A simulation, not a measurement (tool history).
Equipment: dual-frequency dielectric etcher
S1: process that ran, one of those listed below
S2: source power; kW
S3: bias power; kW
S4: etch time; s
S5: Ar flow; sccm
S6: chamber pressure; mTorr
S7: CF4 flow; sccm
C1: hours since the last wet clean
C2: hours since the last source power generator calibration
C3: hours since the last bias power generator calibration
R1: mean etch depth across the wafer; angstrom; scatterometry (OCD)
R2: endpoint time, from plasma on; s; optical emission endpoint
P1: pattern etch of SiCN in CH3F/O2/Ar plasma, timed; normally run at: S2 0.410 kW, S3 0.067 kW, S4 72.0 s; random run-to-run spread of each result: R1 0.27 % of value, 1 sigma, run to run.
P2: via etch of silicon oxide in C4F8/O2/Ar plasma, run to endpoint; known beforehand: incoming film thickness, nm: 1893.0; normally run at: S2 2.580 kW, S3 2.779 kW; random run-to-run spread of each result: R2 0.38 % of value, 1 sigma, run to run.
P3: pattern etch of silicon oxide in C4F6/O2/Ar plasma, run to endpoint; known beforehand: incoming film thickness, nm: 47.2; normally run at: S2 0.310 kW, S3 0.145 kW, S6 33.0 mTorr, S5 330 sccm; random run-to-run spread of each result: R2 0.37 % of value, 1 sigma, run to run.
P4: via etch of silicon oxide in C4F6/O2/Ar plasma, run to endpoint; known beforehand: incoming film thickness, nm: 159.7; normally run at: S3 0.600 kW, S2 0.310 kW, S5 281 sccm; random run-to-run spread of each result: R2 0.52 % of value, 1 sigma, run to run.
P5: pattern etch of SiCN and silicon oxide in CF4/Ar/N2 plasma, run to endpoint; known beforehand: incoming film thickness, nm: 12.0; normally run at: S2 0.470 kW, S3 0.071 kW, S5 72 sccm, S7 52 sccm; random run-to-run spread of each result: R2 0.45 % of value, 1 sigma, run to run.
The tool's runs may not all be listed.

run,hour,S1,S2,S3,S4,S5,S6,S7,C1,C2,C3,R1,R2
1,17.7,P1,0.410,0.067,72.0,,,,182.5,984.2,1563.9,278.92,
2,30.8,P1,0.410,0.067,72.0,,,,195.6,997.3,1577.0,278.82,
3,49.5,P4,0.310,0.600,,281,,,214.3,1016.0,1595.7,,34.949
4,59.3,P3,0.310,0.145,,465,33.0,,224.1,1025.8,1605.5,,18.915
5,76.2,P1,0.410,0.067,94.5,,,,241.0,1042.7,1622.4,365.23,
6,91.2,P4,0.310,0.600,,223,,,256.0,1057.7,1637.4,,34.743
7,106.8,P5,0.470,0.071,,48,,52,271.6,1073.3,1653.0,,13.059
8,116.5,P3,0.310,0.145,,330,33.0,,281.3,1083.0,1662.7,,18.406
9,131.9,P1,0.530,0.086,72.0,,,,296.7,1098.4,1678.1,334.58,
10,150.5,P1,0.410,0.081,72.0,,,,315.3,1117.0,1696.7,299.10,
11,161.7,P2,2.580,2.779,,,,,326.5,1128.2,1707.9,,312.830
12,173.4,P1,0.410,0.051,100.0,,,,338.2,1139.9,1719.6,354.89,
13,184.3,P5,0.370,0.071,,72,,52,349.1,1150.8,1730.5,,16.854
14,197.0,P3,0.310,0.145,,330,45.5,,361.8,1163.5,1743.2,,18.914
15,209.1,P4,0.310,0.600,,281,,,373.9,1175.6,1755.3,,35.448
16,222.9,P1,0.410,0.045,72.0,,,,387.7,1189.4,1769.1,245.29,
17,236.1,P1,0.410,0.067,72.0,,,,400.9,1202.6,1782.3,277.86,
18,254.6,P3,0.310,0.205,,330,33.0,,419.4,1221.1,1800.8,,16.375
19,265.8,P1,0.560,0.067,72.0,,,,430.6,1232.3,1812.0,313.97,
20,282.2,P1,0.410,0.067,72.0,,,,447.0,1248.7,1828.4,279.29,
21,294.4,P5,0.470,0.071,,72,,52,459.2,1260.9,1840.6,,13.744
22,305.5,P4,0.310,0.461,,281,,,470.3,1272.0,1851.7,,38.900
23,317.9,P4,0.370,0.600,,281,,,482.7,1284.4,1864.1,,33.096
24,332.3,P1,0.300,0.067,72.0,,,,497.1,1298.8,1878.5,245.89,
25,345.6,P1,0.410,0.067,55.0,,,,510.4,1312.1,1891.8,213.92,
26,354.8,P3,0.200,0.145,,330,33.0,,519.6,1321.3,1901.0,,21.628
27,373.3,P5,0.470,0.071,,72,,65,538.1,1339.8,1919.5,,13.416
28,383.1,P2,3.550,2.779,,,,,547.9,1349.6,1929.3,,274.000
29,396.5,P3,0.310,0.145,,330,33.0,,561.3,1363.0,1942.7,,18.411
30,415.2,P1,0.410,0.067,72.0,,,,580.0,1381.7,1961.4,276.72,
31,429.6,P5,0.470,0.090,,72,,52,594.4,1396.1,1975.8,,12.646
32,439.4,P2,2.580,2.115,,,,,604.2,1405.9,1985.6,,341.400
33,451.9,P1,0.410,0.067,72.0,,,,616.7,1418.4,1998.1,280.37,
34,463.2,P1,0.410,0.067,72.0,,,,628.0,1429.7,2009.4,280.77,
35,480.2,P1,0.410,0.067,72.0,,,,645.0,1446.7,2026.4,282.42,
36,493.4,P1,0.410,0.067,72.0,,,,658.2,1459.9,2039.6,281.99,
# hour 500.7: wet clean of the chamber
37,504.8,P1,0.410,0.067,72.0,,,,4.2,1471.3,2051.0,282.63,
38,515.3,P1,0.410,0.067,72.0,,,,14.7,1481.8,2061.5,282.13,
39,527.9,P1,0.410,0.067,72.0,,,,27.3,1494.4,2074.1,283.95,
40,540.9,P1,0.410,0.067,72.0,,,,40.3,1507.4,2087.1,283.06,

The log shows P1 creeping away from where it was. Any of the 2 causes listed here, at the size stated for it, fits the log just as well as the others:
A: source power that arrives over what is set, % = 4.34
B: bias power that arrives over what is set, % = 4.71
Onset of the creep was near hour 451.9.
What rules out each remaining cause:
chamber walls in a state that raises the etch rate, %: its service at hour 500.7 followed the start of the drift and did not put the process back to its old value

The list below offers 4 check runs, each averaging the results of 2 wafers, and shows each result as a question mark. For which of them would the listed causes give clearly different results?
check 1,553.9,P4,0.310,0.600,,281,,,,,,,?
check 2,553.9,P3,0.310,0.145,,330,33.0,,,,,,?
check 3,553.9,P2,2.580,2.779,,,,,,,,,?
check 4,553.9,P5,0.470,0.071,,72,,52,,,,,?

Check results expected under each cause:
check,result,if A,if B
check 1,R2,34.735,34.651
check 2,R2,18.025,18.070
check 3,R2,307.460,308.340
check 4,R2,13.248,13.544
Per check, the gap between the least separated pair of causes, taken in the result that splits them most: check 1 0.24 %; check 2 0.25 %; check 3 0.28 %; check 4 2.21 %
Check 4 is the one run that separates the causes; every other check would come out nearly the same whichever cause is at work.

With check 4 done, the readings were: R2 13.316 s. Identify which of the listed causes applies.

The correct cause is A, namely: source power that arrives over what is set, %.

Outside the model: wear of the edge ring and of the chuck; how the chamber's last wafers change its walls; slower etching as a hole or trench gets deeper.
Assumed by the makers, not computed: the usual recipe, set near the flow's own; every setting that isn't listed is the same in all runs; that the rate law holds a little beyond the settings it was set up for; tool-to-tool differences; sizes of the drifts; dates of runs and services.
